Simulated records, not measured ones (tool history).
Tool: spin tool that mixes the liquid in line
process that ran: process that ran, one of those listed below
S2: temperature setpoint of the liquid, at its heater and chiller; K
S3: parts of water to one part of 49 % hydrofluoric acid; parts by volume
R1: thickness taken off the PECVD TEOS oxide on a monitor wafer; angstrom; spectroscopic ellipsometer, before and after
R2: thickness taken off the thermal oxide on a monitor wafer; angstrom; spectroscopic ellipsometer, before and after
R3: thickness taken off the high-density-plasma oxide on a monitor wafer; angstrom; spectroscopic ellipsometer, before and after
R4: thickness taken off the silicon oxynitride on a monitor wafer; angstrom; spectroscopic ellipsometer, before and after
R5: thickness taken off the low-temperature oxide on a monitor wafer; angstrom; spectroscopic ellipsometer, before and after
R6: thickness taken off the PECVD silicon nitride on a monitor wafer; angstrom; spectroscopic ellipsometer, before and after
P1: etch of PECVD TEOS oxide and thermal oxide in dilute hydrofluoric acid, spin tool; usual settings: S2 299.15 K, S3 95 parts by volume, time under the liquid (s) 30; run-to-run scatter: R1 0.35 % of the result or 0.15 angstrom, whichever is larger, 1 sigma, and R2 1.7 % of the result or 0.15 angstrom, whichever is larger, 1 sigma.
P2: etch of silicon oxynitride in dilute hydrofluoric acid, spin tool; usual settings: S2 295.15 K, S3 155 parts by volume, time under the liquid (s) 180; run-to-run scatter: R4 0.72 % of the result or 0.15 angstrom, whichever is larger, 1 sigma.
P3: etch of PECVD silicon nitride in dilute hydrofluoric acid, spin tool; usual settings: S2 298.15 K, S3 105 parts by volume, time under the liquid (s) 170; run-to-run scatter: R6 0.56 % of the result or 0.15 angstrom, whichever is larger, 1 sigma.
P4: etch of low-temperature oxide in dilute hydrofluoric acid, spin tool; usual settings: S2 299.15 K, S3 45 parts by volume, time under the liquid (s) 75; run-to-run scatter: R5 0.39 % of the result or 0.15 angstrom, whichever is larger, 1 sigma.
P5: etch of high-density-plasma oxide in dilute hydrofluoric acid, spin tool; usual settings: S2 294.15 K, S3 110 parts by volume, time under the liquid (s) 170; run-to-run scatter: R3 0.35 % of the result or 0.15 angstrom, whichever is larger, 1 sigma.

{"run": 1, "hour": 7.3, "process that ran": "P1", "S2": 299.15, "S3": 95, "time under the liquid (s)": 30, "R1": 98.041, "R2": 15.942}
{"run": 2, "hour": 17.1, "process that ran": "P5", "S2": 290.15, "S3": 110, "time under the liquid (s)": 170, "R3": 62.516}
{"run": 3, "hour": 23.8, "process that ran": "P5", "S2": 294.15, "S3": 110, "time under the liquid (s)": 170, "R3": 73.857}
{"run": 4, "hour": 30.7, "process that ran": "P1", "S2": 299.15, "S3": 95, "time under the liquid (s)": 15, "R1": 48.719, "R2": 8.2865}
{"run": 5, "hour": 36.6, "process that ran": "P2", "S2": 290.15, "S3": 155, "time under the liquid (s)": 180, "R4": 26.86}
{"run": 6, "hour": 46.9, "process that ran": "P4", "S2": 299.15, "S3": 20, "time under the liquid (s)": 75, "R5": 485.61}
{"run": 7, "hour": 54.3, "process that ran": "P1", "S2": 306.65, "S3": 95, "time under the liquid (s)": 30, "R1": 130.02, "R2": 22.078}
{"run": 8, "hour": 59.9, "process that ran": "P5", "S2": 294.15, "S3": 40, "time under the liquid (s)": 170, "R3": 220.38}
{"run": 9, "hour": 70.1, "process that ran": "P2", "S2": 295.15, "S3": 155, "time under the liquid (s)": 60, "R4": 11.41}
{"run": 10, "hour": 76.6, "process that ran": "P1", "S2": 299.15, "S3": 95, "time under the liquid (s)": 30, "R1": 98.064, "R2": 16.169}
{"run": 11, "hour": 81.7, "process that ran": "P1", "S2": 306.15, "S3": 95, "time under the liquid (s)": 15, "R1": 63.744, "R2": 10.487}
{"run": 12, "hour": 88.1, "process that ran": "P1", "S2": 299.15, "S3": 95, "time under the liquid (s)": 60, "R1": 195.82, "R2": 32.772}
{"run": 13, "hour": 96.4, "process that ran": "P2", "S2": 295.15, "S3": 155, "time under the liquid (s)": 180, "R4": 34.839}
{"run": 14, "hour": 105.3, "process that ran": "P1", "S2": 299.15, "S3": 55, "time under the liquid (s)": 30, "R1": 179.08, "R2": 30.121}
{"run": 15, "hour": 115.3, "process that ran": "P1", "S2": 299.15, "S3": 95, "time under the liquid (s)": 30, "R1": 98.047, "R2": 16.274}
{"run": 16, "hour": 121.0, "process that ran": "P1", "S2": 299.15, "S3": 35, "time under the liquid (s)": 45, "R1": 432.35, "R2": 73.922}
{"run": 17, "hour": 129.7, "process that ran": "P3", "S2": 298.15, "S3": 105, "time under the liquid (s)": 170, "R6": 44.436}
{"run": 18, "hour": 140.4, "process that ran": "P4", "S2": 304.15, "S3": 45, "time under the liquid (s)": 75, "R5": 252.26}
{"run": 19, "hour": 147.9, "process that ran": "P2", "S2": 295.15, "S3": 35, "time under the liquid (s)": 180, "R4": 166.18}
{"run": 20, "hour": 155.1, "process that ran": "P4", "S2": 299.15, "S3": 45, "time under the liquid (s)": 75, "R5": 204.94}
{"run": 21, "hour": 160.1, "process that ran": "P5", "S2": 294.15, "S3": 110, "time under the liquid (s)": 170, "R3": 73.8}
{"run": 22, "hour": 165.1, "process that ran": "P3", "S2": 298.15, "S3": 105, "time under the liquid (s)": 250, "R6": 66.967}
{"run": 23, "hour": 175.3, "process that ran": "P1", "S2": 299.15, "S3": 95, "time under the liquid (s)": 30, "R1": 97.686, "R2": 16.123}
{"run": 24, "hour": 180.3, "process that ran": "P3", "S2": 298.15, "S3": 105, "time under the liquid (s)": 170, "R6": 45.155}
{"run": 25, "hour": 190.6, "process that ran": "P1", "S2": 299.15, "S3": 165, "time under the liquid (s)": 30, "R1": 51.632, "R2": 8.7949}
{"run": 26, "hour": 200.8, "process that ran": "P1", "S2": 299.15, "S3": 95, "time under the liquid (s)": 30, "R1": 97.563, "R2": 16.4}
{"run": 27, "hour": 211.0, "process that ran": "P5", "S2": 294.15, "S3": 110, "time under the liquid (s)": 335, "R3": 144.28}
{"run": 28, "hour": 216.7, "process that ran": "P3", "S2": 303.65, "S3": 105, "time under the liquid (s)": 170, "R6": 64.092}
{"run": 29, "hour": 224.3, "process that ran": "P1", "S2": 294.15, "S3": 95, "time under the liquid (s)": 30, "R1": 81.137, "R2": 13.821}
{"run": 30, "hour": 232.1, "process that ran": "P1", "S2": 299.15, "S3": 95, "time under the liquid (s)": 30, "R1": 98.052, "R2": 16.304}
{"run": 31, "hour": 241.1, "process that ran": "P3", "S2": 298.15, "S3": 40, "time under the liquid (s)": 170, "R6": 115.8}
{"run": 32, "hour": 247.0, "process that ran": "P2", "S2": 295.15, "S3": 155, "time under the liquid (s)": 180, "R4": 34.334}
{"run": 33, "hour": 254.7, "process that ran": "P4", "S2": 299.15, "S3": 45, "time under the liquid (s)": 40, "R5": 110.95}
{"run": 34, "hour": 260.1, "process that ran": "P1", "S2": 299.15, "S3": 95, "time under the liquid (s)": 30, "R1": 98.199, "R2": 16.871}
{"run": 35, "hour": 266.2, "process that ran": "P1", "S2": 299.15, "S3": 95, "time under the liquid (s)": 30, "R1": 94.548, "R2": 15.681}
{"run": 36, "hour": 272.3, "process that ran": "P1", "S2": 299.15, "S3": 95, "time under the liquid (s)": 30, "R1": 92.649, "R2": 15.06}
{"run": 37, "hour": 279.5, "process that ran": "P1", "S2": 299.15, "S3": 95, "time under the liquid (s)": 30, "R1": 90.892, "R2": 15.215}
{"run": 38, "hour": 287.4, "process that ran": "P1", "S2": 299.15, "S3": 95, "time under the liquid (s)": 30, "R1": 90.245, "R2": 15.231}
{"run": 39, "hour": 297.4, "process that ran": "P1", "S2": 299.15, "S3": 95, "time under the liquid (s)": 30, "R1": 89.666, "R2": 14.486}
{"run": 40, "hour": 308.0, "process that ran": "P1", "S2": 299.15, "S3": 95, "time under the liquid (s)": 30, "R1": 90.18, "R2": 14.96}

What P1 gives has crept away from where it was. These 2 causes fit the log equally well, each at the size given:
A: hydrofluoric acid flow below the setpoint (%) = 7.64
B: liquid colder than its thermometer reads (K) = 2.28
The creep began at about hour 260.1.

4 check runs are offered, one wafer each, their results left as question marks. Which one tells the causes apart?
{"run": "check 1", "hour": 318.6, "process that ran": "P4", "S2": 299.15, "S3": 45, "time under the liquid (s)": 75, "R5": "?"}
{"run": "check 2", "hour": 318.6, "process that ran": "P5", "S2": 294.15, "S3": 110, "time under the liquid (s)": 170, "R3": "?"}
{"run": "check 3", "hour": 318.6, "process that ran": "P3", "S2": 298.15, "S3": 105, "time under the liquid (s)": 170, "R6": "?"}
{"run": "check 4", "hour": 318.6, "process that ran": "P2", "S2": 295.15, "S3": 155, "time under the liquid (s)": 180, "R4": "?"}

What each check would give under each cause:
check=check_1 result=R5 if_A=189.72 if_B=188.03
check=check_2 result=R3 if_A=67.071 if_B=66.837
check=check_3 result=R6 if_A=41.610 if_B=38.746
check=check_4 result=R4 if_A=31.731 if_B=31.145
How far apart the two closest causes lie, in the result that separates them most: check 1 0.89 %; check 2 0.35 %; check 3 7.13 %; check 4 1.86 %
Check 3 tells the causes apart: in the others they would give nearly the same result.

Then check 3 was run and gave: R6 41.269 angstrom. Which cause is it?

It is A: hydrofluoric acid flow below the setpoint (%).

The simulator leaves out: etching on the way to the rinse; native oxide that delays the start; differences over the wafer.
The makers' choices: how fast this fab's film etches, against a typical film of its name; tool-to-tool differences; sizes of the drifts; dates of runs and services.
